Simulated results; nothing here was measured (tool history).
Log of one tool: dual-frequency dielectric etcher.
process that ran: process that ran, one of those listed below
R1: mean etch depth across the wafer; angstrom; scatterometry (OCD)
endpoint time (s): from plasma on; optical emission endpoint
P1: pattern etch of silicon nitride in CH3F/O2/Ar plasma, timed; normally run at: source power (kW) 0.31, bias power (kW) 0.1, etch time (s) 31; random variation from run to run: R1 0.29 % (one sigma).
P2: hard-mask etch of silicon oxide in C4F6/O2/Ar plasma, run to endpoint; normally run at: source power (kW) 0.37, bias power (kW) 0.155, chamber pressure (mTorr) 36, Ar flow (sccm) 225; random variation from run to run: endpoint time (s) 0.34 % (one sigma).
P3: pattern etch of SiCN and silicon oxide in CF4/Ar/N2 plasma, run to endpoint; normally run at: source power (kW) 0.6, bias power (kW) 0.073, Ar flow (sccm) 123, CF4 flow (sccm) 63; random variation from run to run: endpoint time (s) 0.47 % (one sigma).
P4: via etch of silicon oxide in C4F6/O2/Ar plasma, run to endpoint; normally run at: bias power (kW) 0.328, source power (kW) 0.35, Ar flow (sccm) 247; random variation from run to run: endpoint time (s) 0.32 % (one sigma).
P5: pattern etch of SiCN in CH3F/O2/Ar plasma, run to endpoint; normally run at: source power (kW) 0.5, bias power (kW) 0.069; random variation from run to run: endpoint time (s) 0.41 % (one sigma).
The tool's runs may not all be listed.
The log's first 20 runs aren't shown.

Run 21, day 5.433: process that ran P1, source power (kW) 0.31, bias power (kW) 0.1, etch time (s) 31. Result: R1 224.07 angstrom.
Run 22, day 5.629: process that ran P1, source power (kW) 0.31, bias power (kW) 0.077, etch time (s) 31. Result: R1 203.64 angstrom.
Run 23, day 5.829: process that ran P4, source power (kW) 0.35, bias power (kW) 0.239, Ar flow (sccm) 247. Result: endpoint time (s) 24.644.
Run 24, day 6.162: process that ran P1, source power (kW) 0.31, bias power (kW) 0.1, etch time (s) 31. Result: R1 223.51 angstrom.
Run 25, day 6.317: process that ran P2, source power (kW) 0.37, bias power (kW) 0.21, Ar flow (sccm) 225, chamber pressure (mTorr) 36. Result: endpoint time (s) 47.538.
Run 26, day 6.596: process that ran P1, source power (kW) 0.24, bias power (kW) 0.1, etch time (s) 31. Result: R1 202.95 angstrom.
Run 27, day 6.817: process that ran P4, source power (kW) 0.35, bias power (kW) 0.328, Ar flow (sccm) 247. Result: endpoint time (s) 22.179.
Run 28, day 7.092: process that ran P1, source power (kW) 0.31, bias power (kW) 0.1, etch time (s) 31. Result: R1 224.61 angstrom.
Run 29, day 7.338: process that ran P1, source power (kW) 0.31, bias power (kW) 0.129, etch time (s) 31. Result: R1 246.46 angstrom.
Run 30, day 7.525: process that ran P2, source power (kW) 0.37, bias power (kW) 0.155, Ar flow (sccm) 300, chamber pressure (mTorr) 36. Result: endpoint time (s) 53.845.
Run 31, day 7.729: process that ran P2, source power (kW) 0.37, bias power (kW) 0.155, Ar flow (sccm) 225, chamber pressure (mTorr) 36. Result: endpoint time (s) 52.123.
Run 32, day 8.05: process that ran P1, source power (kW) 0.31, bias power (kW) 0.1, etch time (s) 31. Result: R1 223.8 angstrom.
Run 33, day 8.288: process that ran P1, source power (kW) 0.31, bias power (kW) 0.1, etch time (s) 31. Result: R1 222.18 angstrom.

Forecast run 34:
Run 34, day 8.625: process that ran P1, source power (kW) 0.31, bias power (kW) 0.1, etch time (s) 31. Result: R1 ?.

{"run 34": {"R1": 222.91}}
